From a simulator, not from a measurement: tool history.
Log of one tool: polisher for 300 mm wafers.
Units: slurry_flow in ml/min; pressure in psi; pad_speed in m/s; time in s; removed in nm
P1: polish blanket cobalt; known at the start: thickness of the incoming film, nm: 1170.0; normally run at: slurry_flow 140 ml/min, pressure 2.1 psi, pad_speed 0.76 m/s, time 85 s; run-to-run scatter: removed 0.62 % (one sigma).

run	hour	slurry_flow	pressure	pad_speed	time	removed
1	5.2	140	2.1	0.76	85	363.58
2	10.8	140	2.1	0.76	85	359.07
3	18	140	2.1	0.46	110	283.32
4	27.5	140	2.1	0.76	44	186.1
5	32.7	140	2.1	0.76	85	364.78
6	40.1	100	2.1	0.76	85	339.77
7	49.5	140	1.2	0.76	85	206.76
8	57.4	140	3.2	0.76	85	552.9
9	66.3	140	2.1	1.02	85	483.6
10	74.3	140	2.1	0.42	85	199.24
11	82.3	140	2.1	0.76	108	461.97
12	92.5	140	2.1	0.76	85	360
13	101.5	225	2.1	0.76	85	394.82
14	109.9	140	2.1	0.76	85	359.36
15	117.4	140	2.1	0.76	85	358.27
16	123.1	140	2.1	0.76	85	350.92

Forecast run 17:
17	130.3	140	2.1	0.76	85	?

{"run 17": {"removed": 344.94}}
